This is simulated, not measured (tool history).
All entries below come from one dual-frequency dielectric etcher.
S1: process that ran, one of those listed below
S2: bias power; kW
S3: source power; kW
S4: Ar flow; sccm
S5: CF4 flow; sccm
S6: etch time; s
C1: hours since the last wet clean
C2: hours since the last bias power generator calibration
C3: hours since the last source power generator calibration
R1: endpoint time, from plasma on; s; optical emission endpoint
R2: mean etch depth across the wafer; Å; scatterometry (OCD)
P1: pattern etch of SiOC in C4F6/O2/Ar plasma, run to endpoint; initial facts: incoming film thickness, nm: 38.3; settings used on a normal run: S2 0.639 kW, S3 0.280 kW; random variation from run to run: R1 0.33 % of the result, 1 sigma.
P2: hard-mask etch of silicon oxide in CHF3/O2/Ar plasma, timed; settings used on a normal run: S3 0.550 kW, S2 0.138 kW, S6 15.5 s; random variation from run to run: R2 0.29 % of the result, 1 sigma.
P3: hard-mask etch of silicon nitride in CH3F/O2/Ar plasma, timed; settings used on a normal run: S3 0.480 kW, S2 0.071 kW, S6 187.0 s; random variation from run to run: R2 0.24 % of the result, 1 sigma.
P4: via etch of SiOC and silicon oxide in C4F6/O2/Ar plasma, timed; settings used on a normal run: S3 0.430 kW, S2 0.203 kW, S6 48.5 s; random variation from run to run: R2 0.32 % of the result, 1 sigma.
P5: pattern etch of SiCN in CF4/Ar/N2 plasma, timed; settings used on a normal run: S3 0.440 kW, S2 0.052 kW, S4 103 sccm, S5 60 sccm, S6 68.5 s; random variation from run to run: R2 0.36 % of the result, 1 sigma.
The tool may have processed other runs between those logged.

run,hour,S1,S2,S3,S4,S5,S6,C1,C2,C3,R1,R2
1,16.1,P1,0.639,0.280,,,,165.9,1467.4,329.9,13.648,
2,32.0,P1,0.639,0.330,,,,181.8,1483.3,345.8,12.898,
3,41.8,P5,0.052,0.440,75,60,68.5,191.6,1493.1,355.6,,524.50
4,50.5,P3,0.071,0.480,,,187.0,200.3,1501.8,364.3,,1431.90
5,62.2,P2,0.138,0.550,,,15.5,212.0,1513.5,376.0,,288.99
6,79.0,P2,0.088,0.550,,,15.5,228.8,1530.3,392.8,,252.66
# hour 87.6: wet clean of the chamber
7,95.0,P4,0.203,0.530,,,48.5,7.4,1546.3,408.8,,637.86
8,103.1,P5,0.052,0.440,103,45,68.5,15.5,1554.4,416.9,,475.04
9,111.1,P1,0.639,0.280,,,,23.5,1562.4,424.9,13.688,
10,127.5,P1,0.907,0.280,,,,39.9,1578.8,441.3,11.831,
11,144.5,P1,0.639,0.280,,,,56.9,1595.8,458.3,13.617,
12,155.9,P2,0.138,0.550,,,10.5,68.3,1607.2,469.7,,195.02
13,163.4,P5,0.071,0.440,103,60,68.5,75.8,1614.7,477.2,,557.31
14,178.8,P5,0.052,0.570,103,60,68.5,91.2,1630.1,492.6,,622.25
15,192.7,P2,0.138,0.550,,,15.5,105.1,1644.0,506.5,,288.03
16,209.3,P4,0.203,0.430,,,48.5,121.7,1660.6,523.1,,591.26
17,218.0,P1,0.390,0.280,,,,130.4,1669.3,531.8,16.558,
18,226.3,P3,0.071,0.480,,,103.0,138.7,1677.6,540.1,,789.81
19,235.7,P5,0.052,0.440,103,60,37.5,148.1,1687.0,549.5,,272.28
20,247.5,P5,0.052,0.440,103,60,68.5,159.9,1698.8,561.3,,497.27
21,257.9,P1,0.759,0.350,,,,170.3,1709.2,571.7,11.799,
22,265.5,P2,0.138,0.450,,,15.5,177.9,1716.8,579.3,,268.17
23,281.1,P1,0.639,0.280,,,,193.5,1732.4,594.9,13.764,
24,294.0,P1,0.639,0.280,,,,206.4,1745.3,607.8,13.665,
25,309.5,P1,0.639,0.280,,,,221.9,1760.8,623.3,13.727,
26,318.4,P3,0.047,0.480,,,187.0,230.8,1769.7,632.2,,1252.70
27,334.7,P4,0.271,0.430,,,48.5,247.1,1786.0,648.5,,648.97
28,343.6,P1,0.639,0.220,,,,256.0,1794.9,657.4,15.008,
29,354.6,P4,0.203,0.430,,,62.5,267.0,1805.9,668.4,,760.89
30,365.6,P3,0.071,0.280,,,187.0,278.0,1816.9,679.4,,1170.30
31,377.1,P1,0.639,0.280,,,,289.5,1828.4,690.9,13.762,
32,387.2,P1,0.639,0.280,,,,299.6,1838.5,701.0,13.663,
33,403.8,P1,0.639,0.280,,,,316.2,1855.1,717.6,13.550,
34,420.5,P1,0.639,0.280,,,,332.9,1871.8,734.3,13.527,
35,427.9,P1,0.639,0.280,,,,340.3,1879.2,741.7,13.421,
# hour 430.8: wet clean of the chamber
36,444.0,P1,0.639,0.280,,,,13.2,1895.3,757.8,13.415,
37,456.1,P1,0.639,0.280,,,,25.3,1907.4,769.9,13.549,
38,467.4,P1,0.639,0.280,,,,36.6,1918.7,781.2,13.486,
39,481.9,P1,0.639,0.280,,,,51.1,1933.2,795.7,13.436,

Expected results for the next run?
40,497.5,P1,0.639,0.280,,,,66.7,1948.8,811.3,?,

{"run 40": {"R1": 13.447}}
